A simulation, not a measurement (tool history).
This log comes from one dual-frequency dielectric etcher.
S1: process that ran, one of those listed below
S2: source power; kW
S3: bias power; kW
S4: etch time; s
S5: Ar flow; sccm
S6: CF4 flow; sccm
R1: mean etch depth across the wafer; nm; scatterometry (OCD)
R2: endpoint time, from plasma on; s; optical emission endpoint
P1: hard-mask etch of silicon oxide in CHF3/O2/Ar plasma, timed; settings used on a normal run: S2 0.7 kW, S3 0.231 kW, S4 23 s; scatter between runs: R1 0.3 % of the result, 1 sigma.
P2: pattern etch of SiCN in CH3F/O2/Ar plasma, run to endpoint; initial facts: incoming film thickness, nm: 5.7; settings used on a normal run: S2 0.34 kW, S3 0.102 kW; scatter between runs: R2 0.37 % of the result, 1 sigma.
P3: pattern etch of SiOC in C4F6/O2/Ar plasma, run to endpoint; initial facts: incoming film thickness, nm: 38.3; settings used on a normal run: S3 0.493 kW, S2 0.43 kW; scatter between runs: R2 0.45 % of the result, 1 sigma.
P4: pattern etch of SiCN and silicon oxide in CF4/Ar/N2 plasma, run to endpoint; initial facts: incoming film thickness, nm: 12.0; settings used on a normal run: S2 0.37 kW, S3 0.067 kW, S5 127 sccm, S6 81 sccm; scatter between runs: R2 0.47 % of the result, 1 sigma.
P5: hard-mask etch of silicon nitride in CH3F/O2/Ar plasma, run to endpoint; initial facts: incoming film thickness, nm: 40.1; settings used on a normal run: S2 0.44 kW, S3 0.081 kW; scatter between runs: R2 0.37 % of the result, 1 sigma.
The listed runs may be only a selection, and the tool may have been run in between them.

| run | hour | S1 | S2 | S3 | S4 | S5 | S6 | R1 | R2 |
|---|---|---|---|---|---|---|---|---|---|
| 1 | 6.4 | P1 | 0.7 | 0.231 | 23 |  |  | 53.195 |  |
| 2 | 13.1 | P4 | 0.37 | 0.067 |  | 127 | 110 |  | 16.56 |
| 3 | 19.8 | P2 | 0.28 | 0.102 |  |  |  |  | 15.105 |
| 4 | 28.6 | P4 | 0.37 | 0.067 |  | 127 | 81 |  | 17.288 |
| 5 | 34.7 | P2 | 0.34 | 0.139 |  |  |  |  | 12.399 |
| 6 | 41.8 | P5 | 0.44 | 0.081 |  |  |  |  | 52.903 |
| 7 | 48.2 | P3 | 0.43 | 0.493 |  |  |  |  | 13.003 |
| 8 | 56.2 | P1 | 0.86 | 0.231 | 23 |  |  | 57.398 |  |
| 9 | 60.8 | P4 | 0.45 | 0.067 |  | 127 | 81 |  | 14.545 |
| 10 | 64.9 | P1 | 0.7 | 0.231 | 23 |  |  | 52.967 |  |
| 11 | 70.7 | P3 | 0.28 | 0.493 |  |  |  |  | 15.22 |
| 12 | 75 | P1 | 0.7 | 0.231 | 23 |  |  | 52.957 |  |
| 13 | 80.1 | P1 | 0.55 | 0.141 | 23 |  |  | 41.425 |  |
| 14 | 87.4 | P1 | 0.57 | 0.175 | 23 |  |  | 44.937 |  |
| 15 | 91.6 | P4 | 0.37 | 0.092 |  | 127 | 81 |  | 15.611 |
|  | 96.9 | bias power generator calibrated |
| 16 | 99.9 | P1 | 0.7 | 0.231 | 17 |  |  | 39.189 |  |
| 17 | 108.6 | P1 | 0.7 | 0.31 | 23 |  |  | 59.308 |  |
| 18 | 116.9 | P2 | 0.34 | 0.102 |  |  |  |  | 14.021 |
| 19 | 121.3 | P1 | 0.7 | 0.231 | 23 |  |  | 53.077 |  |
| 20 | 127.9 | P1 | 0.7 | 0.231 | 23 |  |  | 53.081 |  |
| 21 | 136.5 | P4 | 0.37 | 0.067 |  | 163 | 81 |  | 18.131 |
| 22 | 142.6 | P5 | 0.44 | 0.081 |  |  |  |  | 52.955 |
| 23 | 150.2 | P1 | 0.7 | 0.147 | 23 |  |  | 45.565 |  |
| 24 | 154.5 | P3 | 0.43 | 0.493 |  |  |  |  | 12.904 |
| 25 | 161.9 | P5 | 0.59 | 0.081 |  |  |  |  | 47.405 |
| 26 | 168.2 | P5 | 0.44 | 0.112 |  |  |  |  | 46.924 |
| 27 | 176.5 | P1 | 0.52 | 0.231 | 23 |  |  | 47.705 |  |
| 28 | 181.3 | P1 | 0.7 | 0.158 | 17.5 |  |  | 35.652 |  |
| 29 | 186.3 | P1 | 0.7 | 0.231 | 33.5 |  |  | 77.548 |  |
| 30 | 193.6 | P3 | 0.43 | 0.595 |  |  |  |  | 12.144 |
| 31 | 198.1 | P1 | 0.7 | 0.231 | 23 |  |  | 53.166 |  |
| 32 | 203.9 | P1 | 0.7 | 0.231 | 23 |  |  | 53.24 |  |
| 33 | 210.9 | P1 | 0.7 | 0.231 | 23 |  |  | 52.891 |  |
| 34 | 219.8 | P1 | 0.7 | 0.231 | 23 |  |  | 53.052 |  |
| 35 | 225.2 | P1 | 0.7 | 0.231 | 23 |  |  | 52.817 |  |
| 36 | 231.6 | P1 | 0.7 | 0.231 | 23 |  |  | 52.689 |  |
| 37 | 240.1 | P1 | 0.7 | 0.231 | 23 |  |  | 52.501 |  |
| 38 | 249.1 | P1 | 0.7 | 0.231 | 23 |  |  | 52.532 |  |
|  | 252.4 | wet clean of the chamber |
| 39 | 255.3 | P1 | 0.7 | 0.231 | 23 |  |  | 52.644 |  |
| 40 | 261.7 | P1 | 0.7 | 0.231 | 23 |  |  | 52.363 |  |
| 41 | 269 | P1 | 0.7 | 0.231 | 23 |  |  | 52.569 |  |
| 42 | 275.5 | P1 | 0.7 | 0.231 | 23 |  |  | 52.627 |  |

What P1 gives has crept off from where it sat before. The 2 causes that follow fit the log equally well, each at the size noted:
A: bias power that arrives under what is set, % = 4.22
B: source power that arrives under what is set, % = 3.89
At approximately hour 203.9, the process output began to creep.
The rest of the possible causes, and what rules out each one:
chamber walls in a state that lowers the etch rate, %: serviced at hour 252.4, after the change had begun; the process did not return to its earlier output

You are offered 4 check runs, listed below with question marks in place of their results; each one averages 3 wafers. Which run separates the listed causes by giving clearly different results for each?
| check 1 | 282 | P2 | 0.29 | 0.102 |  |  |  |  | ? |
| check 2 | 282 | P3 | 0.32 | 0.493 |  |  |  |  | ? |
| check 3 | 282 | P4 | 0.37 | 0.067 |  | 127 | 106 |  | ? |
| check 4 | 282 | P5 | 0.55 | 0.097 |  |  |  |  | ? |

What every check run would give for each of its results, assuming each possible cause in turn:
| check | result | if A | if B |
|---|---|---|---|
| check 1 | R2 | 15.109 | 15.078 |
| check 2 | R2 | 14.677 | 14.653 |
| check 3 | R2 | 16.98 | 17.341 |
| check 4 | R2 | 46.325 | 46.304 |
Per check, the gap between the least separated pair of causes, taken in the result that splits them most: check 1 0.21 %; check 2 0.16 %; check 3 2.1 %; check 4 0.04 %
The other checks would show nearly matching results whichever cause is true, so check 3 is the only one that separates the causes.

Check 3 was then run and gave: R2 17.411 s. Which cause is it?

The cause is B: source power that arrives under what is set, %.

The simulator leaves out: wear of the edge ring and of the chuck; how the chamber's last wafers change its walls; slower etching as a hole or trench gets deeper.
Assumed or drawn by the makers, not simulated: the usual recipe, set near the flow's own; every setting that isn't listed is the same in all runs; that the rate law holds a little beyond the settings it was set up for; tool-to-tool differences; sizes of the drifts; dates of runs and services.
